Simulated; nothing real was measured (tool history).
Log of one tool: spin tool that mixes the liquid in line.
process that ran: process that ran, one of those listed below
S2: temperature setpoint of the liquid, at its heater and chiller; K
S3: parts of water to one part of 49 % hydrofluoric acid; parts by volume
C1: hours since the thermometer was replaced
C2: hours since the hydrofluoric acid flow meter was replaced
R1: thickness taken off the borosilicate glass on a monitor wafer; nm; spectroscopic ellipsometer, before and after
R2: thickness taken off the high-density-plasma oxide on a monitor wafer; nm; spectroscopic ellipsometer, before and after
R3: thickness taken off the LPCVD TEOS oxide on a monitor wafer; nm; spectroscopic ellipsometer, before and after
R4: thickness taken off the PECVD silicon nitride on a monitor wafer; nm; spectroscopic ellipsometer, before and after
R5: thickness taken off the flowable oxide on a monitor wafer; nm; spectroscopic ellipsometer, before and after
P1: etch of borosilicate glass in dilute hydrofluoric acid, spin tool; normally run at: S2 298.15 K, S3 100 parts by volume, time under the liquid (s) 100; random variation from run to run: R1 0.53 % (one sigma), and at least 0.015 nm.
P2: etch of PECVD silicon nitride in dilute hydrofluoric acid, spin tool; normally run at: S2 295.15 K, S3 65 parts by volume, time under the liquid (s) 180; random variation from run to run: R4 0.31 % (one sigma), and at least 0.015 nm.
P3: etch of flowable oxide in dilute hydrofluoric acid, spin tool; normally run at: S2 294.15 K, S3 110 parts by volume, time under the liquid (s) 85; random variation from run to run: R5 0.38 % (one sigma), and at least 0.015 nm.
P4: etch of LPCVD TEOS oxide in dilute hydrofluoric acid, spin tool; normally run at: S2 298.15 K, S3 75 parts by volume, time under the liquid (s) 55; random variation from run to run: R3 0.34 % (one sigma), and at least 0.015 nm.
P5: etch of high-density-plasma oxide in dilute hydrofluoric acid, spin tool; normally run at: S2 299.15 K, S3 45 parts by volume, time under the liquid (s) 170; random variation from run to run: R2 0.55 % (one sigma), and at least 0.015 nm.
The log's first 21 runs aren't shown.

{"run": 22, "day": 7.608, "process that ran": "P5", "S2": 303.15, "S3": 45, "time under the liquid (s)": 170, "C1": 300, "C2": 518.6, "R2": 25.726}
{"run": 23, "day": 7.825, "process that ran": "P1", "S2": 298.15, "S3": 55, "time under the liquid (s)": 100, "C1": 305.2, "C2": 523.8, "R1": 83.767}
{"run": 24, "day": 8.062, "process that ran": "P1", "S2": 304.65, "S3": 100, "time under the liquid (s)": 170, "C1": 310.9, "C2": 529.5, "R1": 93.686}
{"run": 25, "day": 8.288, "process that ran": "P2", "S2": 295.15, "S3": 115, "time under the liquid (s)": 180, "C1": 316.3, "C2": 534.9, "R4": 7.6702}
{"run": 26, "day": 8.529, "process that ran": "P5", "S2": 299.15, "S3": 45, "time under the liquid (s)": 70, "C1": 322.1, "C2": 540.7, "R2": 9.0159}
{"run": 27, "day": 8.908, "process that ran": "P1", "S2": 298.15, "S3": 100, "time under the liquid (s)": 100, "C1": 331.2, "C2": 549.8, "R1": 42.844}
{"run": 28, "day": 9.358, "process that ran": "P1", "S2": 292.15, "S3": 100, "time under the liquid (s)": 100, "C1": 342, "C2": 560.6, "R1": 33.887}
{"run": 29, "day": 9.75, "process that ran": "P1", "S2": 298.15, "S3": 100, "time under the liquid (s)": 45, "C1": 351.4, "C2": 570, "R1": 19.421}
{"run": 30, "day": 10.058, "process that ran": "P2", "S2": 295.15, "S3": 65, "time under the liquid (s)": 180, "C1": 358.8, "C2": 577.4, "R4": 13.438}
{"run": 31, "day": 10.388, "process that ran": "P1", "S2": 298.15, "S3": 100, "time under the liquid (s)": 100, "C1": 366.7, "C2": 585.3, "R1": 43.228}
{"run": 32, "day": 10.65, "process that ran": "P1", "S2": 298.15, "S3": 100, "time under the liquid (s)": 100, "C1": 373, "C2": 591.6, "R1": 42.886}
{"run": 33, "day": 10.871, "process that ran": "P1", "S2": 298.15, "S3": 100, "time under the liquid (s)": 100, "C1": 378.3, "C2": 596.9, "R1": 42.178}
{"run": 34, "day": 11.196, "process that ran": "P1", "S2": 298.15, "S3": 100, "time under the liquid (s)": 100, "C1": 386.1, "C2": 604.7, "R1": 41.082}
{"run": 35, "day": 11.517, "process that ran": "P1", "S2": 298.15, "S3": 100, "time under the liquid (s)": 100, "C1": 393.8, "C2": 612.4, "R1": 40.812}

Run 36 comes next. What will it give?
{"run": 36, "day": 11.725, "process that ran": "P1", "S2": 298.15, "S3": 100, "time under the liquid (s)": 100, "C1": 398.8, "C2": 617.4, "R1": "?"}

{"run 36": {"R1": 40.822}}

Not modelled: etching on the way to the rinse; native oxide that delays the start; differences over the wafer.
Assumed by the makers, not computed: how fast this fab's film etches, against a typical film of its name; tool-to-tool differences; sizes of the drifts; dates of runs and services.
